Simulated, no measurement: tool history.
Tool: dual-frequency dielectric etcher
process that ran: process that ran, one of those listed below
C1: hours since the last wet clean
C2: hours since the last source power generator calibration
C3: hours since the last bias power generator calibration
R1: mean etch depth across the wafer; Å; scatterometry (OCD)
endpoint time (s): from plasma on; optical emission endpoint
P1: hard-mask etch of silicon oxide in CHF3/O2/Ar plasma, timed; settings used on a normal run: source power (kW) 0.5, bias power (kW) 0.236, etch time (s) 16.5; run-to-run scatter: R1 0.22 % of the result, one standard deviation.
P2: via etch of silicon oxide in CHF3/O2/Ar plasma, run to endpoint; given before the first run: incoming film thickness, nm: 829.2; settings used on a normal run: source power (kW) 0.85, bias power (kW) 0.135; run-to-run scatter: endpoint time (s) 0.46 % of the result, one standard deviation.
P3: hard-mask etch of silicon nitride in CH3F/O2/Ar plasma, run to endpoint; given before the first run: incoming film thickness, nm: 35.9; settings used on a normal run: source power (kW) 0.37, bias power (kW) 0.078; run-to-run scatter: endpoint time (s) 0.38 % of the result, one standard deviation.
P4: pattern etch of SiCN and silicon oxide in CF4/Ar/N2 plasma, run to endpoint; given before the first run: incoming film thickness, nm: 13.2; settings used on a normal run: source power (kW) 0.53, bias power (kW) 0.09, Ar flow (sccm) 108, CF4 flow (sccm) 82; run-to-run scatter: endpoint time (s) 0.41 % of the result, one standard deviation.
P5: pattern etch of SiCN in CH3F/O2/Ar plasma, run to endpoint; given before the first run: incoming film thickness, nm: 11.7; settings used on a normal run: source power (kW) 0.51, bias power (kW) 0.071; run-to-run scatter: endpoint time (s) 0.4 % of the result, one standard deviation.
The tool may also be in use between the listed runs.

run 1 hour=16.4 | process_that_ran=P1 source_power_(kW)=0.5 bias_power_(kW)=0.236 etch_time_(s)=16.5 | C1=293.3 C2=616 C3=3278.3 | R1=331.19
run 2 hour=24.4 | process_that_ran=P3 source_power_(kW)=0.37 bias_power_(kW)=0.045 | C1=301.3 C2=624 C3=3286.3 | endpoint_time_(s)=63.582
run 3 hour=40.7 | process_that_ran=P1 source_power_(kW)=0.5 bias_power_(kW)=0.182 etch_time_(s)=24 | C1=317.6 C2=640.3 C3=3302.6 | R1=440.65
run 4 hour=50.3 | process_that_ran=P1 source_power_(kW)=0.5 bias_power_(kW)=0.291 etch_time_(s)=22 | C1=327.2 C2=649.9 C3=3312.2 | R1=477.26
run 5 hour=66.1 | process_that_ran=P1 source_power_(kW)=0.5 bias_power_(kW)=0.236 etch_time_(s)=11.5 | C1=343 C2=665.7 C3=3328 | R1=231.33
run 6 hour=76.8 | process_that_ran=P4 source_power_(kW)=0.53 bias_power_(kW)=0.09 Ar_flow_(sccm)=108 CF4_flow_(sccm)=82 | C1=353.7 C2=676.4 C3=3338.7 | endpoint_time_(s)=12.369
run 7 hour=90.2 | process_that_ran=P1 source_power_(kW)=0.5 bias_power_(kW)=0.327 etch_time_(s)=21.5 | C1=367.1 C2=689.8 C3=3352.1 | R1=489.98
run 8 hour=107.9 | process_that_ran=P1 source_power_(kW)=0.5 bias_power_(kW)=0.319 etch_time_(s)=16.5 | C1=384.8 C2=707.5 C3=3369.8 | R1=370.4
run 9 hour=123.1 | process_that_ran=P4 source_power_(kW)=0.53 bias_power_(kW)=0.09 Ar_flow_(sccm)=108 CF4_flow_(sccm)=98 | C1=400 C2=722.7 C3=3385 | endpoint_time_(s)=12.132
run 10 hour=141.6 | process_that_ran=P4 source_power_(kW)=0.69 bias_power_(kW)=0.09 Ar_flow_(sccm)=108 CF4_flow_(sccm)=82 | C1=418.5 C2=741.2 C3=3403.5 | endpoint_time_(s)=9.8143
run 11 hour=158.2 | process_that_ran=P1 source_power_(kW)=0.5 bias_power_(kW)=0.236 etch_time_(s)=16.5 | C1=435.1 C2=757.8 C3=3420.1 | R1=330.63
run 12 hour=166.2 | process_that_ran=P1 source_power_(kW)=0.37 bias_power_(kW)=0.236 etch_time_(s)=16.5 | C1=443.1 C2=765.8 C3=3428.1 | R1=296.53
run 13 hour=181.5 | process_that_ran=P2 source_power_(kW)=0.85 bias_power_(kW)=0.135 | C1=458.4 C2=781.1 C3=3443.4 | endpoint_time_(s)=392.76
run 14 hour=190.1 | process_that_ran=P5 source_power_(kW)=0.51 bias_power_(kW)=0.071 | C1=467 C2=789.7 C3=3452 | endpoint_time_(s)=29.488
run 15 hour=206.7 | process_that_ran=P1 source_power_(kW)=0.5 bias_power_(kW)=0.236 etch_time_(s)=21.5 | C1=483.6 C2=806.3 C3=3468.6 | R1=432.4
run 16 hour=218.6 | process_that_ran=P1 source_power_(kW)=0.5 bias_power_(kW)=0.236 etch_time_(s)=16.5 | C1=495.5 C2=818.2 C3=3480.5 | R1=332.04
run 17 hour=227 | process_that_ran=P4 source_power_(kW)=0.53 bias_power_(kW)=0.09 Ar_flow_(sccm)=152 CF4_flow_(sccm)=82 | C1=503.9 C2=826.6 C3=3488.9 | endpoint_time_(s)=13.014
run 18 hour=244.9 | process_that_ran=P3 source_power_(kW)=0.37 bias_power_(kW)=0.078 | C1=521.8 C2=844.5 C3=3506.8 | endpoint_time_(s)=53.125
run 19 hour=262 | process_that_ran=P5 source_power_(kW)=0.67 bias_power_(kW)=0.071 | C1=538.9 C2=861.6 C3=3523.9 | endpoint_time_(s)=26.375
run 20 hour=277.8 | process_that_ran=P1 source_power_(kW)=0.5 bias_power_(kW)=0.236 etch_time_(s)=16.5 | C1=554.7 C2=877.4 C3=3539.7 | R1=331.02
run 21 hour=287.4 | process_that_ran=P1 source_power_(kW)=0.5 bias_power_(kW)=0.236 etch_time_(s)=16.5 | C1=564.3 C2=887 C3=3549.3 | R1=331.31
run 22 hour=297.7 | process_that_ran=P2 source_power_(kW)=0.85 bias_power_(kW)=0.103 | C1=574.6 C2=897.3 C3=3559.6 | endpoint_time_(s)=425.63
run 23 hour=314.8 | process_that_ran=P3 source_power_(kW)=0.23 bias_power_(kW)=0.078 | C1=591.7 C2=914.4 C3=3576.7 | endpoint_time_(s)=63.634
run 24 hour=326.8 | process_that_ran=P1 source_power_(kW)=0.5 bias_power_(kW)=0.147 etch_time_(s)=16.5 | C1=603.7 C2=926.4 C3=3588.7 | R1=281.54
run 25 hour=339.9 | process_that_ran=P2 source_power_(kW)=0.85 bias_power_(kW)=0.135 | C1=616.8 C2=939.5 C3=3601.8 | endpoint_time_(s)=391.84
run 26 hour=354.3 | process_that_ran=P4 source_power_(kW)=0.53 bias_power_(kW)=0.056 Ar_flow_(sccm)=108 CF4_flow_(sccm)=82 | C1=631.2 C2=953.9 C3=3616.2 | endpoint_time_(s)=14.475
run 27 hour=367.8 | process_that_ran=P5 source_power_(kW)=0.51 bias_power_(kW)=0.071 | C1=644.7 C2=967.4 C3=3629.7 | endpoint_time_(s)=29.371
run 28 hour=382.3 | process_that_ran=P2 source_power_(kW)=1.16 bias_power_(kW)=0.135 | C1=659.2 C2=981.9 C3=3644.2 | endpoint_time_(s)=344.99
run 29 hour=392.3 | process_that_ran=P1 source_power_(kW)=0.5 bias_power_(kW)=0.236 etch_time_(s)=16.5 | C1=669.2 C2=991.9 C3=3654.2 | R1=332.91
run 30 hour=406.8 | process_that_ran=P1 source_power_(kW)=0.64 bias_power_(kW)=0.236 etch_time_(s)=16.5 | C1=683.7 C2=1006.4 C3=3668.7 | R1=363.51
run 31 hour=420.9 | process_that_ran=P5 source_power_(kW)=0.51 bias_power_(kW)=0.045 | C1=697.8 C2=1020.5 C3=3682.8 | endpoint_time_(s)=34.091
run 32 hour=438.9 | process_that_ran=P3 source_power_(kW)=0.37 bias_power_(kW)=0.078 | C1=715.8 C2=1038.5 C3=3700.8 | endpoint_time_(s)=53.337
run 33 hour=454.8 | process_that_ran=P1 source_power_(kW)=0.5 bias_power_(kW)=0.236 etch_time_(s)=16.5 | C1=731.7 C2=1054.4 C3=3716.7 | R1=331.97
run 34 hour=469.9 | process_that_ran=P1 source_power_(kW)=0.5 bias_power_(kW)=0.236 etch_time_(s)=16.5 | C1=746.8 C2=1069.5 C3=3731.8 | R1=329.43
run 35 hour=479.4 | process_that_ran=P1 source_power_(kW)=0.5 bias_power_(kW)=0.236 etch_time_(s)=16.5 | C1=756.3 C2=1079 C3=3741.3 | R1=328.64
run 36 hour=488.7 | process_that_ran=P1 source_power_(kW)=0.5 bias_power_(kW)=0.236 etch_time_(s)=16.5 | C1=765.6 C2=1088.3 C3=3750.6 | R1=327.11
-- hour=497.2 wet clean of the chamber
run 37 hour=500.8 | process_that_ran=P1 source_power_(kW)=0.5 bias_power_(kW)=0.236 etch_time_(s)=16.5 | C1=3.6 C2=1100.4 C3=3762.7 | R1=326.89
run 38 hour=510.9 | process_that_ran=P1 source_power_(kW)=0.5 bias_power_(kW)=0.236 etch_time_(s)=16.5 | C1=13.7 C2=1110.5 C3=3772.8 | R1=327.26
run 39 hour=520.1 | process_that_ran=P1 source_power_(kW)=0.5 bias_power_(kW)=0.236 etch_time_(s)=16.5 | C1=22.9 C2=1119.7 C3=3782 | R1=326
run 40 hour=534.3 | process_that_ran=P1 source_power_(kW)=0.5 bias_power_(kW)=0.236 etch_time_(s)=16.5 | C1=37.1 C2=1133.9 C3=3796.2 | R1=326.48
run 41 hour=544.4 | process_that_ran=P1 source_power_(kW)=0.5 bias_power_(kW)=0.236 etch_time_(s)=16.5 | C1=47.2 C2=1144 C3=3806.3 | R1=325.97

P1 has crept away from where it was. The log is fitted equally well by each of these 2 causes, at the sizes shown:
A: bias power that arrives under what is set, % = 4.8
B: source power that arrives under what is set, % = 4.56
The gradual shift began around hour 454.8.
Other possible causes, and why each is ruled out:
chamber walls in a state that lowers the etch rate, %: serviced after onset, at hour 497.2, with no recovery of the prior output

Of the 4 check runs below, each run on 2 wafers with the results averaged and each result still a question mark, which one would tell the listed causes apart?
run check 1 hour=554.5 | process_that_ran=P3 source_power_(kW)=0.27 bias_power_(kW)=0.058 | endpoint_time_(s)=?
run check 2 hour=554.5 | process_that_ran=P2 source_power_(kW)=1.09 bias_power_(kW)=0.135 | endpoint_time_(s)=?
run check 3 hour=554.5 | process_that_ran=P4 source_power_(kW)=0.53 bias_power_(kW)=0.071 Ar_flow_(sccm)=108 CF4_flow_(sccm)=82 | endpoint_time_(s)=?
run check 4 hour=554.5 | process_that_ran=P5 source_power_(kW)=0.66 bias_power_(kW)=0.049 | endpoint_time_(s)=?

Outcome of each check run for each possible cause:
check=check_1 result=endpoint_time_(s) if_A=67.459 if_B=67.549
check=check_2 result=endpoint_time_(s) if_A=360.85 if_B=362.19
check=check_3 result=endpoint_time_(s) if_A=13.671 if_B=14.02
check=check_4 result=endpoint_time_(s) if_A=30.453 if_B=30.554
Per-check spread between the two closest causes, in the result where they differ most: check 1 0.13 %; check 2 0.37 %; check 3 2.53 %; check 4 0.33 %
Check 3 tells the causes apart: in the others they would give nearly the same result.

The results of check 3 are: endpoint time (s) 13.645. Based on these, which of the listed causes is it?

Of the candidate causes, it is A: bias power that arrives under what is set, %.
